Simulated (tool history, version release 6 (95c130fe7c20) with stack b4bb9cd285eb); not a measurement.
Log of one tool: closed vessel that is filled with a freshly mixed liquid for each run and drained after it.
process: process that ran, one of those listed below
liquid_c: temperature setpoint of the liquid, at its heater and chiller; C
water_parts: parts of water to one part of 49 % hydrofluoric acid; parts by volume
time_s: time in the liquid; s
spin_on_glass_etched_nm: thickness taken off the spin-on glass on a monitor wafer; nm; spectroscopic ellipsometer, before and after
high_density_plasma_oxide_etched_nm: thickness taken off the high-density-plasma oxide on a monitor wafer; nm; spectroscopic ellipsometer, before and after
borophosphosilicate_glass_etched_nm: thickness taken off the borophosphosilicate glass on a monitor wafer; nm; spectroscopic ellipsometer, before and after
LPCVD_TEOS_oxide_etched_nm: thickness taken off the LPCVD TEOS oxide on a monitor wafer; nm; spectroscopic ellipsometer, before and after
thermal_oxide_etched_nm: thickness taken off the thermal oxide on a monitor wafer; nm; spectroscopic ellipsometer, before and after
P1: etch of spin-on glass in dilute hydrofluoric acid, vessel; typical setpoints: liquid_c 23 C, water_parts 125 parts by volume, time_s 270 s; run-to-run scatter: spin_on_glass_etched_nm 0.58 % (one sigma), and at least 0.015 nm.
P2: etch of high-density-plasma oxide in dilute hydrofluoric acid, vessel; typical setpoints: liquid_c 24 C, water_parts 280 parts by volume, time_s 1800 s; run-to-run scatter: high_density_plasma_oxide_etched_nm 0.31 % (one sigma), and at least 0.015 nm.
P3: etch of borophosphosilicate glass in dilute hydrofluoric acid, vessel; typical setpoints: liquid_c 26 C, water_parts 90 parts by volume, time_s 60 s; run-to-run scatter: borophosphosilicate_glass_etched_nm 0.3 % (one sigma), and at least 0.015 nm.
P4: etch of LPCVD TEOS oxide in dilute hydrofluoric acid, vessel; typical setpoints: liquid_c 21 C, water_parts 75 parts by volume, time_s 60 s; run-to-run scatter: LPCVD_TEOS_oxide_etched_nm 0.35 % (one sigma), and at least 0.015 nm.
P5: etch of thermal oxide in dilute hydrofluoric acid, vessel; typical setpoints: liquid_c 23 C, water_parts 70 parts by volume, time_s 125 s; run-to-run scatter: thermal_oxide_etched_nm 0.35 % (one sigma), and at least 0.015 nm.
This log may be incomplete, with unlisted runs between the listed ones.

run,day,process,liquid_c,water_parts,time_s,hours since the thermometer was replaced,hours since the hydrofluoric acid flow meter was replaced,spin_on_glass_etched_nm,high_density_plasma_oxide_etched_nm,borophosphosilicate_glass_etched_nm,LPCVD_TEOS_oxide_etched_nm,thermal_oxide_etched_nm
1,0.458,P1,23,125,270,1548.5,1458.9,56.267,,,,
2,1.033,P2,24,280,3375,1562.3,1472.7,,58.855,,,
3,1.65,P3,26,160,60,1577.1,1487.5,,,18.92,,
4,2.117,P2,24,505,1800,1588.3,1498.7,,14.205,,,
5,2.758,P4,21,75,60,1603.7,1514.1,,,,19.434,
6,3.067,P3,18,90,60,1611.1,1521.5,,,26.622,,
7,3.467,P1,23,125,270,1620.7,1531.1,56.398,,,,
8,3.925,P3,26,90,60,1631.7,1542.1,,,36.829,,
9,4.471,P1,18.5,175,270,1644.8,1555.2,31.702,,,,
10,4.85,P5,28.5,70,125,1653.9,1564.3,,,,,10.716
11,5.221,P1,23,125,270,1662.8,1573.2,56.95,,,,
# day 5.442: thermometer replaced
12,5.542,P1,23,125,145,2.4,1580.9,30.37,,,,
13,5.862,P4,21,105,60,10.1,1588.6,,,,13.424,
14,6.433,P1,23,125,270,23.8,1602.3,56.796,,,,
15,7.05,P1,23,180,270,38.6,1617.1,37.245,,,,
16,7.467,P2,27.5,280,1800,48.6,1627.1,,35.395,,,
17,7.758,P2,24,280,1800,55.6,1634.1,,31.389,,,
18,8.079,P1,30.5,125,270,63.3,1641.8,75.074,,,,
19,8.554,P5,23,120,125,74.7,1653.2,,,,,4.7657
20,9.017,P5,23,70,125,85.8,1664.3,,,,,8.6122
21,9.404,P4,21,75,35,95.1,1673.6,,,,11.452,
22,9.758,P3,26,90,30,103.6,1682.1,,,18.393,,
23,10.388,P1,23,125,390,118.7,1697.2,82.202,,,,
24,10.779,P1,23,30,270,128.1,1706.6,264.92,,,,
25,11.108,P1,23,125,270,136,1714.5,56.638,,,,
26,11.425,P1,23,125,270,143.6,1722.1,56.405,,,,
27,11.738,P1,17.5,125,270,151.1,1729.6,45.091,,,,
28,12.15,P5,23,70,30,161,1739.5,,,,,2.0534
29,12.608,P1,17,125,70,172,1750.5,11.552,,,,
30,13.104,P4,29,75,60,183.9,1762.4,,,,26.805,
31,13.512,P1,23,125,270,193.7,1772.2,56.015,,,,
32,13.95,P1,23,125,270,204.2,1782.7,58.221,,,,
33,14.454,P1,23,125,270,216.3,1794.8,58.409,,,,
34,14.954,P1,23,125,270,228.3,1806.8,59.232,,,,
35,15.492,P1,23,125,270,241.2,1819.7,60.076,,,,
36,15.825,P1,23,125,270,249.2,1827.7,60.615,,,,
37,16.358,P1,23,125,270,262,1840.5,60.88,,,,
38,16.967,P1,23,125,270,276.6,1855.1,61.489,,,,
39,17.5,P1,23,125,270,289.4,1867.9,61.38,,,,
40,17.879,P1,23,125,270,298.5,1877,61.172,,,,
41,18.517,P1,23,125,270,313.8,1892.3,61.578,,,,
42,18.908,P1,23,125,270,323.2,1901.7,61.118,,,,

What P1 gives has crept off from where it sat before. The 2 causes that follow fit the log equally well, each at the size noted:
A: hydrofluoric acid flow above the setpoint (%) = 7.5
B: liquid hotter than its thermometer reads (K) = 2.13
Onset of the creep was near day 13.512.

Below are 4 check runs, each on a single wafer, with their results shown as question marks. Which of them would tell the listed causes apart, meaning the causes would give clearly different results under it?
check 1,19.3,P3,26,125,30,,,,,?,,
check 2,19.3,P2,24,480,3250,,,,?,,,
check 3,19.3,P4,28.5,75,60,,,,,,?,
check 4,19.3,P5,23,105,75,,,,,,,?

What each check would give under each cause:
check,result,if A,if B
check 1,borophosphosilicate_glass_etched_nm,13.741,13.704
check 2,high_density_plasma_oxide_etched_nm,30.518,29.476
check 3,LPCVD_TEOS_oxide_etched_nm,28.565,28.629
check 4,thermal_oxide_etched_nm,3.5965,3.6069
Smallest distance between any two causes, each pair judged by its most separating result, in per cent: check 1 0.27 %; check 2 3.48 %; check 3 0.22 %; check 4 0.29 %
Only check 2 tells the causes apart: in the others they would give nearly the same result.

Running check 2 produced the following: high_density_plasma_oxide_etched_nm 29.61 nm. Which one of the listed causes fits?

It is B: liquid hotter than its thermometer reads (K).
